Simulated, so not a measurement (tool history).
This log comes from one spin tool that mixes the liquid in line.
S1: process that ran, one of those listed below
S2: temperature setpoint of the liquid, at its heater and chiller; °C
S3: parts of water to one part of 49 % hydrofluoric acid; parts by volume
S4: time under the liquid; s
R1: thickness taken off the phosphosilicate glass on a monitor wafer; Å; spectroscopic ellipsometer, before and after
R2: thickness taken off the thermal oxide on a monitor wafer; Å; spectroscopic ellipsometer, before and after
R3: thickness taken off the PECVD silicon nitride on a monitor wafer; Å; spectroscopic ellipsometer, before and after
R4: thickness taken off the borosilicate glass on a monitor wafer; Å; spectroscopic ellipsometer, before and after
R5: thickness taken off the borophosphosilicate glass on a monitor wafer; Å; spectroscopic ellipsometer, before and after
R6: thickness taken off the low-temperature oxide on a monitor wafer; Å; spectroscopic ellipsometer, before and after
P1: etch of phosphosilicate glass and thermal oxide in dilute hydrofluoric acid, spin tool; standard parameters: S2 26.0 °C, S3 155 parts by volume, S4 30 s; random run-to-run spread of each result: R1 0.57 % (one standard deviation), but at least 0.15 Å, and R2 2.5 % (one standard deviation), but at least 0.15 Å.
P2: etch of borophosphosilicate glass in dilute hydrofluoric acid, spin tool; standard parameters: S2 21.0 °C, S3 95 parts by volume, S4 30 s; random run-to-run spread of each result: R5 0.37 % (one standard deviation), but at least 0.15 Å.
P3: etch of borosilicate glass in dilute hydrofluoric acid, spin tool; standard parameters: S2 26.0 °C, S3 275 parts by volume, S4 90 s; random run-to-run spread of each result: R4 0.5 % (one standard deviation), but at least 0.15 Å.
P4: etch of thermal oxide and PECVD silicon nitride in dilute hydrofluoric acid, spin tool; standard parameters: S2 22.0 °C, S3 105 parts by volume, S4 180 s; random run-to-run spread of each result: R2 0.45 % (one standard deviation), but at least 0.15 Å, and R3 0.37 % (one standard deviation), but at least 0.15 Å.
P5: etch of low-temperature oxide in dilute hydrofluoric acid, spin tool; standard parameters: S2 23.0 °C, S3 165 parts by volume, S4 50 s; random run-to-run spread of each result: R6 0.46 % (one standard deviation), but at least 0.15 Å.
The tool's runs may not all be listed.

| run | hour | S1 | S2 | S3 | S4 | R1 | R2 | R3 | R4 | R5 | R6 |
|---|---|---|---|---|---|---|---|---|---|---|---|
| 1 | 8.9 | P1 | 26.0 | 155 | 30 | 163.220 | 9.5101 |  |  |  |  |
| 2 | 17.1 | P1 | 26.0 | 155 | 30 | 163.220 | 9.4837 |  |  |  |  |
| 3 | 30.3 | P1 | 26.0 | 155 | 30 | 164.490 | 8.9548 |  |  |  |  |
| 4 | 44.9 | P1 | 26.0 | 155 | 30 | 163.640 | 8.9547 |  |  |  |  |
| 5 | 60.5 | P1 | 26.0 | 155 | 30 | 162.190 | 9.5057 |  |  |  |  |
| 6 | 76.6 | P4 | 30.0 | 105 | 180 |  | 101.9500 | 143.7700 |  |  |  |
| 7 | 91.2 | P1 | 26.0 | 155 | 30 | 164.560 | 9.0978 |  |  |  |  |
| 8 | 102.5 | P1 | 30.0 | 155 | 15 | 93.517 | 5.1381 |  |  |  |  |
| 9 | 118.5 | P4 | 22.0 | 60 | 180 |  | 138.4500 | 147.3900 |  |  |  |
| 10 | 127.8 | P3 | 26.0 | 105 | 90 |  |  |  | 472.22 |  |  |
| 11 | 137.9 | P2 | 21.0 | 95 | 60 |  |  |  |  | 359.72 |  |
| 12 | 147.1 | P1 | 26.0 | 155 | 15 | 81.741 | 4.5818 |  |  |  |  |
| 13 | 154.4 | P2 | 21.0 | 95 | 30 |  |  |  |  | 179.63 |  |
| 14 | 164.9 | P5 | 23.0 | 165 | 50 |  |  |  |  |  | 92.989 |
| 15 | 175.3 | P1 | 32.5 | 155 | 30 | 205.790 | 11.7530 |  |  |  |  |
| 16 | 183.4 | P1 | 20.0 | 55 | 30 | 413.220 | 21.5000 |  |  |  |  |
| 17 | 191.5 | P5 | 23.0 | 55 | 50 |  |  |  |  |  | 317.310 |
| 18 | 205.0 | P1 | 26.0 | 155 | 45 | 245.660 | 12.6950 |  |  |  |  |
| 19 | 215.1 | P4 | 22.0 | 105 | 15 |  | 6.2347 | 7.0548 |  |  |  |
| 20 | 229.3 | P2 | 26.0 | 95 | 30 |  |  |  |  | 218.46 |  |
| 21 | 240.1 | P5 | 29.5 | 165 | 50 |  |  |  |  |  | 118.760 |
| 22 | 252.0 | P3 | 26.0 | 275 | 175 |  |  |  | 291.11 |  |  |
| 23 | 265.4 | P1 | 18.0 | 155 | 30 | 120.020 | 6.1476 |  |  |  |  |
| 24 | 279.2 | P1 | 26.0 | 215 | 30 | 110.440 | 6.2830 |  |  |  |  |

Expected results for the next run?
| 25 | 289.5 | P1 | 26.0 | 240 | 15 | ? | ? |  |  |  |  |

For run 25 the tool returned R1 47.877 Å, R2 2.6833 Å.
